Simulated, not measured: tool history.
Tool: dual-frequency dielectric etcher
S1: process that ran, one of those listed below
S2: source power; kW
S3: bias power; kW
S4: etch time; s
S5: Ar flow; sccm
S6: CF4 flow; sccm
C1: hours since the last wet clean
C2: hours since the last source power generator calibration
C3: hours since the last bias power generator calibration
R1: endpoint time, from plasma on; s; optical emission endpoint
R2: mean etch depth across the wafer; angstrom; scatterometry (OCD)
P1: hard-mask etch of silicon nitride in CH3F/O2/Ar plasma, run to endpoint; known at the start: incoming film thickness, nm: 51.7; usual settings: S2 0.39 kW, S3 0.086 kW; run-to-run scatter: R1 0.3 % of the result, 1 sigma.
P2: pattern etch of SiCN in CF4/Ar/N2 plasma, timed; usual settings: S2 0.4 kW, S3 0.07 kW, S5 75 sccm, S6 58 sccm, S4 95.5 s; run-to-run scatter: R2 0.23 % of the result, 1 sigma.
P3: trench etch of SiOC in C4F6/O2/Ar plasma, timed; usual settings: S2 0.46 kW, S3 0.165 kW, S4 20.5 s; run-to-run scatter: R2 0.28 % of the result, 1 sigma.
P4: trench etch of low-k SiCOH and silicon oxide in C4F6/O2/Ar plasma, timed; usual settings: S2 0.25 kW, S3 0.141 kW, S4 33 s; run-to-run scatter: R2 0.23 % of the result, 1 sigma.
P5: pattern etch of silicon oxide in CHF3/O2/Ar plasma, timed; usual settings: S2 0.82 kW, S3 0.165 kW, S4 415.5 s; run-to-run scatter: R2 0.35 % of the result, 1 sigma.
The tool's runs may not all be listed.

run,day,S1,S2,S3,S4,S5,S6,C1,C2,C3,R1,R2
1,0.354,P1,0.39,0.086,,,,198.5,785.5,2410.9,71.035,
2,0.742,P1,0.29,0.086,,,,207.8,794.8,2420.2,79.504,
3,1.079,P1,0.39,0.052,,,,215.9,802.9,2428.3,84.349,
4,1.496,P4,0.25,0.141,33,,,225.9,812.9,2438.3,,804.42
# day 2.067: wet clean of the chamber
5,2.075,P2,0.4,0.042,95.5,75,58,0.3,826.8,2452.2,,642.33
6,2.583,P1,0.39,0.086,,,,12.5,839,2464.4,71.656,
7,3.046,P5,1.15,0.165,415.5,,,23.6,850.1,2475.5,,10548
8,3.342,P2,0.4,0.07,95.5,75,58,30.7,857.2,2482.6,,757.07
9,3.679,P3,0.46,0.165,30,,,38.8,865.3,2490.7,,652.67
10,4.042,P5,0.82,0.223,415.5,,,47.5,874,2499.4,,10187
11,4.671,P2,0.4,0.07,95.5,75,73,62.6,889.1,2514.5,,779.77
# day 4.875: source power generator calibrated
12,5.133,P2,0.29,0.07,95.5,75,58,73.7,6.2,2525.6,,570.24
13,5.825,P1,0.46,0.062,,,,90.3,22.8,2542.2,75.185,
14,6.321,P4,0.3,0.141,33,,,102.2,34.7,2554.1,,863.59
15,6.671,P2,0.4,0.07,95.5,49,58,110.6,43.1,2562.5,,799.36
16,7.146,P1,0.39,0.086,,,,122,54.5,2573.9,71.388,
17,7.471,P4,0.25,0.141,49.5,,,129.8,62.3,2581.7,,1200.7
18,7.975,P2,0.4,0.07,124,75,58,141.9,74.4,2593.8,,988.39
19,8.338,P4,0.25,0.194,33,,,150.6,83.1,2602.5,,887.91
20,8.921,P5,0.82,0.165,415.5,,,164.6,97.1,2616.5,,9285
21,9.362,P3,0.46,0.165,20.5,,,175.2,107.7,2627.1,,446.72
22,9.679,P1,0.55,0.086,,,,182.8,115.3,2634.7,62.373,
23,10.167,P2,0.4,0.07,95.5,75,58,194.5,127,2646.4,,755.8
24,10.467,P5,0.82,0.165,522,,,201.7,134.2,2653.6,,11537
25,10.883,P3,0.46,0.165,20.5,,,211.7,144.2,2663.6,,443.06
26,11.204,P1,0.39,0.086,,,,219.4,151.9,2671.3,71.319,
27,11.796,P3,0.33,0.165,20.5,,,233.6,166.1,2685.5,,391.22
28,12.162,P3,0.46,0.1,20.5,,,242.4,174.9,2694.3,,386.58
29,12.754,P1,0.39,0.112,,,,256.6,189.1,2708.5,65.095,
30,13.317,P1,0.39,0.086,,,,270.1,202.6,2722,71.424,
31,13.979,P1,0.39,0.086,,,,286,218.5,2737.9,71.111,
32,14.646,P1,0.39,0.086,,,,302,234.5,2753.9,71.929,
33,15.192,P1,0.39,0.086,,,,315.1,247.6,2767,72.088,
34,15.75,P1,0.39,0.086,,,,328.5,261,2780.4,72.284,
# day 15.838: wet clean of the chamber
35,16.383,P1,0.39,0.086,,,,13.2,276.2,2795.6,72.299,
36,17.042,P1,0.39,0.086,,,,29,292,2811.4,72.28,
37,17.625,P1,0.39,0.086,,,,43,306,2825.4,72.995,
38,17.967,P1,0.39,0.086,,,,51.2,314.2,2833.6,71.875,

What P1 gives has crept away from where it was. These 2 causes fit the log equally well, each at the size given:
A: source power that arrives under what is set, % = 3.93
B: bias power that arrives under what is set, % = 4.15
The creep began at about day 13.979.
Why every other cause is out:
chamber walls in a state that lowers the etch rate, %: serviced at day 15.838, which brought nothing back

4 check runs are offered, one wafer each, their results left as question marks. Which one tells the causes apart?
check 1,18.308,P3,0.37,0.165,29.5,,,,,,,?
check 2,18.308,P2,0.4,0.07,95.5,75,72,,,,,?
check 3,18.308,P4,0.25,0.141,48,,,,,,,?
check 4,18.308,P5,0.82,0.221,415.5,,,,,,,?

What each check would give under each cause:
check,result,if A,if B
check 1,R2,579.69,581.13
check 2,R2,752.84,769.11
check 3,R2,1149.1,1152
check 4,R2,9993.4,10001
How far apart the two closest causes lie, in the result that separates them most: check 1 0.25 %; check 2 2.14 %; check 3 0.26 %; check 4 0.08 %
Only check 2 tells the causes apart: in the others they would give nearly the same result.

Then check 2 was run and gave: R2 750.63 angstrom. Which cause is it?

It is A: source power that arrives under what is set, %.

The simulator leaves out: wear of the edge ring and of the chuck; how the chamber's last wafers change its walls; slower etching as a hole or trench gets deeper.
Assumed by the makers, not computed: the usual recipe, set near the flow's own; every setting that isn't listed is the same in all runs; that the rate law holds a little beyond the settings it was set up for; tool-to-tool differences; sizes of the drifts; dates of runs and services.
